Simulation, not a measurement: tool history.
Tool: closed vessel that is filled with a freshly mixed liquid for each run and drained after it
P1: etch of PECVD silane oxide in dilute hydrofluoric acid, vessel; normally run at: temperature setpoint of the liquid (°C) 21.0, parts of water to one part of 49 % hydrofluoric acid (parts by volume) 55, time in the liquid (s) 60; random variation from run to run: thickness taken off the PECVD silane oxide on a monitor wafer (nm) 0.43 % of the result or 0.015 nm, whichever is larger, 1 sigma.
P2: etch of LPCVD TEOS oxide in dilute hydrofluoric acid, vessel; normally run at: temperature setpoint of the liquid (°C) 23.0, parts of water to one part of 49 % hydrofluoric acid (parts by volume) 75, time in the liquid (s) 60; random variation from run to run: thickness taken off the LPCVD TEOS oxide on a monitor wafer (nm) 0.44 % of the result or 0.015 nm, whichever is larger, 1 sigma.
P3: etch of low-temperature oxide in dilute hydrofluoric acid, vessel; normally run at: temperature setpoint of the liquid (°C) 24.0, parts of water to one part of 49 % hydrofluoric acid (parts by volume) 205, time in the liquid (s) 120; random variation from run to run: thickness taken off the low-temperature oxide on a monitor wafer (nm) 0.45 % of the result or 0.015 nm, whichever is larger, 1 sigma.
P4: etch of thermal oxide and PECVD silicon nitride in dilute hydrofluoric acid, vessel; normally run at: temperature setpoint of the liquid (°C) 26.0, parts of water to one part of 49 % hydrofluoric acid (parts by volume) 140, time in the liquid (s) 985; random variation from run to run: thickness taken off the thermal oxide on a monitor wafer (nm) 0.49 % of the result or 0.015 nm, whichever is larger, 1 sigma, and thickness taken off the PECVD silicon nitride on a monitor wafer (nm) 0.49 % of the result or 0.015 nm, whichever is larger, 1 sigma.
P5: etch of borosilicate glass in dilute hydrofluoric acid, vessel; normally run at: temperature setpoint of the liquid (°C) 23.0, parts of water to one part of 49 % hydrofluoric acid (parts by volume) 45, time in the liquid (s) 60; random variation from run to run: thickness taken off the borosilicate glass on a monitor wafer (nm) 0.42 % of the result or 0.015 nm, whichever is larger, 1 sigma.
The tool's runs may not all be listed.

run,hour,process that ran,temperature setpoint of the liquid (°C),parts of water to one part of 49 % hydrofluoric acid (parts by volume),time in the liquid (s),hours since the thermometer was replaced,hours since the hydrofluoric acid flow meter was replaced,thickness taken off the PECVD silane oxide on a monitor wafer (nm),thickness taken off the thermal oxide on a monitor wafer (nm),thickness taken off the PECVD silicon nitride on a monitor wafer (nm),thickness taken off the low-temperature oxide on a monitor wafer (nm),thickness taken off the LPCVD TEOS oxide on a monitor wafer (nm),thickness taken off the borosilicate glass on a monitor wafer (nm)
1,6.5,P1,21.0,55,60,1087.5,422.3,50.947,,,,,
2,15.5,P4,26.0,140,1565,1096.5,431.3,,54.481,71.854,,,
3,24.7,P3,24.0,205,120,1105.7,440.5,,,,13.7200,,
4,33.3,P1,29.0,55,60,1114.3,449.1,69.965,,,,,
5,41.5,P4,19.5,140,985,1122.5,457.3,,26.553,29.543,,,
6,51.3,P1,17.0,55,60,1132.3,467.1,42.820,,,,,
7,59.6,P3,17.0,205,120,1140.6,475.4,,,,10.4510,,
8,65.0,P3,24.0,125,120,1146.0,480.8,,,,24.5690,,
# hour 72.5: thermometer replaced
9,74.4,P2,23.0,75,115,2.0,490.2,,,,,38.121,
10,82.1,P1,21.0,55,60,9.7,497.9,50.758,,,,,
11,91.0,P1,17.0,95,60,18.6,506.8,23.595,,,,,
12,96.9,P5,23.0,70,60,24.5,512.7,,,,,,37.884
13,105.0,P1,21.0,100,60,32.6,520.8,26.180,,,,,
14,110.7,P1,21.0,20,85,38.3,526.5,206.640,,,,,
15,117.7,P1,21.0,20,60,45.3,533.5,145.570,,,,,
16,123.8,P1,21.0,55,60,51.4,539.6,50.494,,,,,
17,132.1,P1,21.0,55,100,59.7,547.9,84.455,,,,,
18,138.3,P5,23.0,45,30,65.9,554.1,,,,,,30.548
19,145.8,P4,26.0,140,985,73.4,561.6,,34.014,45.053,,,
20,155.6,P3,24.0,205,30,83.2,571.4,,,,3.4589,,
21,163.0,P3,24.0,205,120,90.6,578.8,,,,13.7170,,
22,168.7,P2,23.0,75,60,96.3,584.5,,,,,20.120,
23,173.2,P5,30.0,45,60,100.8,589.0,,,,,,80.308
24,182.3,P2,19.0,75,60,109.9,598.1,,,,,16.883,
25,190.8,P4,26.0,60,985,118.4,606.6,,88.024,103.310,,,
26,195.9,P1,21.0,85,85,123.5,611.7,44.561,,,,,
27,203.1,P1,21.0,55,30,130.7,618.9,25.372,,,,,
28,211.5,P1,21.0,55,60,139.1,627.3,50.883,,,,,
29,217.8,P2,23.0,45,60,145.4,633.6,,,,,34.326,

The next listed run, before its measurement:
30,222.8,P5,23.0,45,60,150.4,638.6,,,,,,?

thickness taken off the borosilicate glass on a monitor wafer (nm): 60.600
